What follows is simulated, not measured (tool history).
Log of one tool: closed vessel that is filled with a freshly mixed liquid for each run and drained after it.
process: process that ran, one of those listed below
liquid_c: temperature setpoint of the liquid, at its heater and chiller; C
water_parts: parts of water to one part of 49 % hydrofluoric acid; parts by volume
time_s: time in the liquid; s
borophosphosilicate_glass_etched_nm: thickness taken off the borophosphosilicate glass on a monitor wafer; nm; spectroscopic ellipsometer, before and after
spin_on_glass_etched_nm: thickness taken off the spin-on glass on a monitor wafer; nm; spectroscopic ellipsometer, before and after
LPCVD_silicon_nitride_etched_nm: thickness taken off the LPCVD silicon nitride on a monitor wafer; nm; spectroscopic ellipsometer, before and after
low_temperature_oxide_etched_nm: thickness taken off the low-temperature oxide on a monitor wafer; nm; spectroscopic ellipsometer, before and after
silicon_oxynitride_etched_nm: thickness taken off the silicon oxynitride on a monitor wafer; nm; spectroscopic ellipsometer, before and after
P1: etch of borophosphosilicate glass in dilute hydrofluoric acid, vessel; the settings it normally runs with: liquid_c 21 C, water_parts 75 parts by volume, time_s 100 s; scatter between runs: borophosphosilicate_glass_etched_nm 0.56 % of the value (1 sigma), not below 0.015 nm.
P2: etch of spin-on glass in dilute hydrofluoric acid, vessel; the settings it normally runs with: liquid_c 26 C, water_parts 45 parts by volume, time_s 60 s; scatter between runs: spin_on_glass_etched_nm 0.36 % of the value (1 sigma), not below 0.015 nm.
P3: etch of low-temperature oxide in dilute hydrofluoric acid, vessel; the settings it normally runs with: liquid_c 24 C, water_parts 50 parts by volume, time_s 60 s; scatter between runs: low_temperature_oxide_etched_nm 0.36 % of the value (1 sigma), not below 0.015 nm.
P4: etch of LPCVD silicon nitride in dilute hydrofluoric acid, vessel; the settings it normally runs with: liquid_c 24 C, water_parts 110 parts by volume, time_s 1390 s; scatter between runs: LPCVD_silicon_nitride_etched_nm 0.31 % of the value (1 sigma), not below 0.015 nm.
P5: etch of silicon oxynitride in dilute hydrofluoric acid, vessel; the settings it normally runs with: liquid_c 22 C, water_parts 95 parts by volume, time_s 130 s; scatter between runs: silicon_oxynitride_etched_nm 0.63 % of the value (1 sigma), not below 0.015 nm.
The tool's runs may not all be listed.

run,hour,process,liquid_c,water_parts,time_s,hours since the thermometer was replaced,hours since the hydrofluoric acid flow meter was replaced,borophosphosilicate_glass_etched_nm,spin_on_glass_etched_nm,LPCVD_silicon_nitride_etched_nm,low_temperature_oxide_etched_nm,silicon_oxynitride_etched_nm
1,18.9,P1,21,75,100,945.3,587.9,53.59,,,,
2,34.1,P2,17.5,45,60,960.5,603.1,,39.168,,,
3,48.1,P4,17,110,1390,974.5,617.1,,,4.2866,,
# hour 57.1: thermometer replaced
4,63.5,P2,26,65,60,6.5,632.5,,37.598,,,
5,77.1,P1,21,75,100,20.1,646.1,53.835,,,,
6,88.7,P1,17,20,100,31.7,657.7,181.42,,,,
7,98.3,P3,31.5,50,60,41.3,667.3,,,,42.461,
8,109,P5,22,95,130,52,678,,,,,4.2168
9,127.5,P1,21,75,165,70.5,696.5,87.936,,,,
10,146,P4,24,110,2420,89,715,,,11.882,,
11,159.6,P5,22,175,130,102.6,728.6,,,,,2.1087
12,176.1,P4,24,45,1390,119.1,745.1,,,16.391,,
13,191.7,P4,24,110,1390,134.7,760.7,,,6.8139,,
14,203.6,P5,22,95,30,146.6,772.6,,,,,0.99109
15,214,P2,26,45,60,157,783,,56.131,,,
16,231.9,P2,26,45,30,174.9,800.9,,28.086,,,
17,241.6,P1,21,75,100,184.6,810.6,53.455,,,,
18,259.5,P5,30,95,130,202.5,828.5,,,,,6.1737
19,274.1,P1,21,140,100,217.1,843.1,26.592,,,,
20,285,P1,21,75,100,228,854,53.415,,,,
21,301,P2,26,45,60,244,870,,56.296,,,
22,309.5,P3,24,80,60,252.5,878.5,,,,18.755,
23,326.2,P1,21,75,30,269.2,895.2,15.964,,,,
24,339.4,P1,21,20,175,282.4,908.4,376.98,,,,
25,351,P1,17,75,100,294,920,45.086,,,,
26,360.6,P3,24,50,60,303.6,929.6,,,,31.374,
27,372.2,P1,21,75,100,315.2,941.2,53.536,,,,
28,388.4,P1,25.5,75,100,331.4,957.4,63.587,,,,
29,406.8,P1,21,20,100,349.8,975.8,217.04,,,,
30,424.5,P3,24,50,115,367.5,993.5,,,,59.464,
31,435.1,P1,21,75,100,378.1,1004.1,53.3,,,,
32,448.7,P1,21,75,100,391.7,1017.7,55.76,,,,
33,466.8,P1,21,75,100,409.8,1035.8,57.453,,,,
34,484.4,P1,21,75,100,427.4,1053.4,57.869,,,,
35,497.1,P1,21,75,100,440.1,1066.1,58.485,,,,
36,510.5,P1,21,75,100,453.5,1079.5,58.937,,,,
37,524.7,P1,21,75,100,467.7,1093.7,58.462,,,,

Compared with where it was, what P1 gives has crept away. Each cause listed below fits the log as well as the rest, at the size given for it:
A: hydrofluoric acid flow above the setpoint (%) = 8.55
B: liquid hotter than its thermometer reads (K) = 2.17
The gradual shift began around hour 435.1.

Consider the 4 single-wafer check runs listed below, results given as question marks: which one distinguishes between the causes by giving clearly different results for each?
check 1,538.9,P5,22,95,130,,,,,,,?
check 2,538.9,P3,24,50,60,,,,,,?,
check 3,538.9,P2,26,45,60,,,,?,,,
check 4,538.9,P4,24,110,1390,,,,,?,,

How each check would come out, cause by cause:
check,result,if A,if B
check 1,silicon_oxynitride_etched_nm,4.6187,4.6923
check 2,low_temperature_oxide_etched_nm,34.11,34.152
check 3,spin_on_glass_etched_nm,61.269,61.308
check 4,LPCVD_silicon_nitride_etched_nm,7.3804,7.8378
Per check, the gap between the least separated pair of causes, taken in the result that splits them most: check 1 1.58 %; check 2 0.12 %; check 3 0.06 %; check 4 6.01 %
Check 4 tells the causes apart: in the others they would give nearly the same result.

With check 4 done, the readings were: LPCVD_silicon_nitride_etched_nm 7.8394 nm. Identify which of the listed causes applies.

It was cause B: liquid hotter than its thermometer reads (K).
